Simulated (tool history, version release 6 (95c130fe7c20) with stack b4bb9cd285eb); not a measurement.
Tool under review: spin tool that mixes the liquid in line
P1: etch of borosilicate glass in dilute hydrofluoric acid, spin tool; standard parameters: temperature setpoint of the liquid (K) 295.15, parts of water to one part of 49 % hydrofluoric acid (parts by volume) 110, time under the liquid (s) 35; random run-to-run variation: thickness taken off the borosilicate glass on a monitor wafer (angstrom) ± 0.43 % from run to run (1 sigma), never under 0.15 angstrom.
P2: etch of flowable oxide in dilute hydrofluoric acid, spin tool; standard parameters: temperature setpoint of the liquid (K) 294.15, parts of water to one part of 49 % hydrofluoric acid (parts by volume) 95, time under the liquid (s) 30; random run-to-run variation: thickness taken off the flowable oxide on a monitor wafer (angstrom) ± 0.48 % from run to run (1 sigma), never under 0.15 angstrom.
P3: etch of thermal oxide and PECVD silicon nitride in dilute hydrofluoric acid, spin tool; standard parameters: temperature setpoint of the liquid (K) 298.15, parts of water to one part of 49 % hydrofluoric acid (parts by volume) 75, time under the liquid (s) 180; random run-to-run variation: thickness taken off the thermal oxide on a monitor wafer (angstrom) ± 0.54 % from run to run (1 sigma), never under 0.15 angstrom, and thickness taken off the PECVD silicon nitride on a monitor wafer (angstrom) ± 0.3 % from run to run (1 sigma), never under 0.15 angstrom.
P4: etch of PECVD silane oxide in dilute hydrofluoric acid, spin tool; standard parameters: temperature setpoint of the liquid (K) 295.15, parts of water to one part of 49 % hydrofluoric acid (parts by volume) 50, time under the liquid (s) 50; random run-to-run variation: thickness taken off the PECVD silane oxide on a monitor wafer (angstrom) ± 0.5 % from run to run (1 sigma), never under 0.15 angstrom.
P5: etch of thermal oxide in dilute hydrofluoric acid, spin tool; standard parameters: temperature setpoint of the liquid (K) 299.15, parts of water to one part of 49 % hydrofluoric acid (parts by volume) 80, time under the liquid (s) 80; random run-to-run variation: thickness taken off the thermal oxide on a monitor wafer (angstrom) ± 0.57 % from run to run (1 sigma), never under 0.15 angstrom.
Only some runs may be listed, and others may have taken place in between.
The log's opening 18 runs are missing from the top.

run,hour,process that ran,temperature setpoint of the liquid (K),parts of water to one part of 49 % hydrofluoric acid (parts by volume),time under the liquid (s),thickness taken off the borosilicate glass on a monitor wafer (angstrom),thickness taken off the thermal oxide on a monitor wafer (angstrom),thickness taken off the PECVD silicon nitride on a monitor wafer (angstrom),thickness taken off the PECVD silane oxide on a monitor wafer (angstrom),thickness taken off the flowable oxide on a monitor wafer (angstrom)
19,224,P2,301.65,95,30,,,,,162.83
20,232.1,P1,295.15,110,35,52.382,,,,
21,248.6,P4,295.15,80,50,,,,219.19,
22,264.4,P2,294.15,95,15,,,,,60.607
23,275.1,P1,295.15,110,65,96.705,,,,
24,291.5,P3,293.65,75,180,,103.86,103.27,,
25,298.9,P2,294.15,35,30,,,,,355.44
26,309.9,P1,295.15,110,35,52.055,,,,
27,321.7,P4,290.15,50,50,,,,294.21,

Forecast run 28:
28,337.6,P5,299.15,40,80,,?,,,

{"run 28": {"thickness taken off the thermal oxide on a monitor wafer (angstrom)": 111.73}}
